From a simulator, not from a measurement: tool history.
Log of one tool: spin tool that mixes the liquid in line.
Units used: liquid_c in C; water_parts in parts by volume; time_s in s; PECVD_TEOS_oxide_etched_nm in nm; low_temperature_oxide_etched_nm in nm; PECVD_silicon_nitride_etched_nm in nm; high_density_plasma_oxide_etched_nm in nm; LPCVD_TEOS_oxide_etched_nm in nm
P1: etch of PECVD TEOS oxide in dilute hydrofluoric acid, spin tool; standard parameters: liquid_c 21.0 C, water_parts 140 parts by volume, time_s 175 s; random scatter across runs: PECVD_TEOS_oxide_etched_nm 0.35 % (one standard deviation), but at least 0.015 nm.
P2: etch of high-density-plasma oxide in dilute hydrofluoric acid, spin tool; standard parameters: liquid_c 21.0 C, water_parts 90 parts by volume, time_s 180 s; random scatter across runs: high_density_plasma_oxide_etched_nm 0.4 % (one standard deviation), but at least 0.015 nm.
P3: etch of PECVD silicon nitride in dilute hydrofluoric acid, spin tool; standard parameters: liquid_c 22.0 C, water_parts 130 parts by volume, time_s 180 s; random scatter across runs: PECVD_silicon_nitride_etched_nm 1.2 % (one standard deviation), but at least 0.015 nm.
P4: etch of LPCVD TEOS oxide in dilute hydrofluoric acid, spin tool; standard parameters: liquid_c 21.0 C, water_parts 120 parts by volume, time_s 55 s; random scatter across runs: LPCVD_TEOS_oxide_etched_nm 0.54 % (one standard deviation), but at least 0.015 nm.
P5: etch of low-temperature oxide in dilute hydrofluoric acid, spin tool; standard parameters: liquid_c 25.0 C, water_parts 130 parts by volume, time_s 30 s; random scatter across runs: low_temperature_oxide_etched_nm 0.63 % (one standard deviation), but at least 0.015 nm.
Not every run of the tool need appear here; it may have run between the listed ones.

run,hour,process,liquid_c,water_parts,time_s,hours since the thermometer was replaced,hours since the hydrofluoric acid flow meter was replaced,PECVD_TEOS_oxide_etched_nm,low_temperature_oxide_etched_nm,PECVD_silicon_nitride_etched_nm,high_density_plasma_oxide_etched_nm,LPCVD_TEOS_oxide_etched_nm
1,8.7,P1,21.0,140,175,1783.5,991.9,26.538,,,,
2,25.3,P1,21.0,140,175,1800.1,1008.5,26.637,,,,
3,38.6,P1,21.0,250,175,1813.4,1021.8,13.328,,,,
4,47.0,P5,25.0,130,55,1821.8,1030.2,,8.8294,,,
5,57.6,P3,22.0,200,180,1832.4,1040.8,,,1.4993,,
6,71.7,P5,19.5,130,30,1846.5,1054.9,,3.8176,,,
7,85.3,P5,25.0,30,30,1860.1,1068.5,,23.8400,,,
8,96.2,P3,26.0,130,180,1871.0,1079.4,,,3.0222,,
9,105.1,P5,25.0,130,30,1879.9,1088.3,,4.8052,,,
10,119.5,P1,21.0,140,90,1894.3,1102.7,13.714,,,,
11,131.9,P3,22.0,130,325,1906.7,1115.1,,,4.1096,,
12,141.5,P1,21.0,140,175,1916.3,1124.7,26.707,,,,
13,154.1,P1,21.0,140,175,1928.9,1137.3,26.757,,,,
14,164.5,P1,21.0,70,175,1939.3,1147.7,58.038,,,,
15,175.8,P1,17.0,140,175,1950.6,1159.0,22.837,,,,
16,192.2,P2,21.0,90,55,1967.0,1175.4,,,,2.6623,
17,205.2,P1,17.0,140,305,1980.0,1188.4,39.695,,,,
18,221.8,P1,21.0,140,175,1996.6,1205.0,26.796,,,,
19,236.4,P2,21.0,90,180,2011.2,1219.6,,,,8.6494,
20,252.7,P4,21.0,70,55,2027.5,1235.9,,,,,19.370
21,261.6,P4,24.5,120,55,2036.4,1244.8,,,,,12.375
22,272.0,P1,28.5,140,175,2046.8,1255.2,35.482,,,,
23,283.1,P3,22.0,130,180,2057.9,1266.3,,,2.3395,,
24,299.3,P1,21.0,140,175,2074.1,1282.5,26.729,,,,
25,308.4,P1,21.0,140,330,2083.2,1291.6,50.033,,,,
26,318.7,P4,21.0,120,85,2093.5,1301.9,,,,,16.671
27,332.6,P2,21.0,20,180,2107.4,1315.8,,,,42.7390,
28,341.6,P2,17.0,90,180,2116.4,1324.8,,,,7.3545,
29,355.4,P1,17.0,210,175,2130.2,1338.6,14.103,,,,
30,368.1,P3,22.0,130,180,2142.9,1351.3,,,2.3078,,
31,384.4,P4,21.0,120,55,2159.2,1367.6,,,,,10.754
32,392.8,P4,21.0,120,55,2167.6,1376.0,,,,,10.827
33,409.0,P1,21.0,140,175,2183.8,1392.2,26.790,,,,
34,422.6,P1,21.0,140,175,2197.4,1405.8,27.887,,,,
35,433.7,P1,21.0,140,175,2208.5,1416.9,28.479,,,,
36,449.3,P1,21.0,140,175,2224.1,1432.5,28.757,,,,
37,456.5,P1,21.0,140,175,2231.3,1439.7,29.035,,,,
38,470.4,P1,21.0,140,175,2245.2,1453.6,29.075,,,,
39,480.3,P1,21.0,140,175,2255.1,1463.5,29.248,,,,
40,496.6,P1,21.0,140,175,2271.4,1479.8,29.115,,,,
41,509.1,P1,21.0,140,175,2283.9,1492.3,29.353,,,,

What P1 gives has crept away from where it was. These 2 causes fit the log equally well, each at the size given:
A: liquid hotter than its thermometer reads (K) = 2.41
B: hydrofluoric acid flow above the setpoint (%) = 8.57
The creep began at about hour 409.0.

Below are 4 check runs, each averaged over 2 wafers, with their results shown as question marks. Which of them would give clearly different results depending on which cause is behind the drift?
check 1,521.6,P2,21.0,90,180,,,,,,?,
check 2,521.6,P5,25.0,130,30,,,,?,,,
check 3,521.6,P3,22.0,130,180,,,,,?,,
check 4,521.6,P4,21.0,120,55,,,,,,,?

What every check run would give for each of its results, assuming each possible cause in turn:
check,result,if A,if B
check 1,high_density_plasma_oxide_etched_nm,9.5888,9.5195
check 2,low_temperature_oxide_etched_nm,5.2703,5.2872
check 3,PECVD_silicon_nitride_etched_nm,2.6783,2.4795
check 4,LPCVD_TEOS_oxide_etched_nm,11.867,11.832
Per check, the gap between the least separated pair of causes, taken in the result that splits them most: check 1 0.73 %; check 2 0.32 %; check 3 7.71 %; check 4 0.29 %
The causes can be told apart only by check 3. The other checks would give nearly the same results under each of them.

Check 3 was then run and gave: PECVD_silicon_nitride_etched_nm 2.6570 nm. Which cause is it?

The cause is A: liquid hotter than its thermometer reads (K).
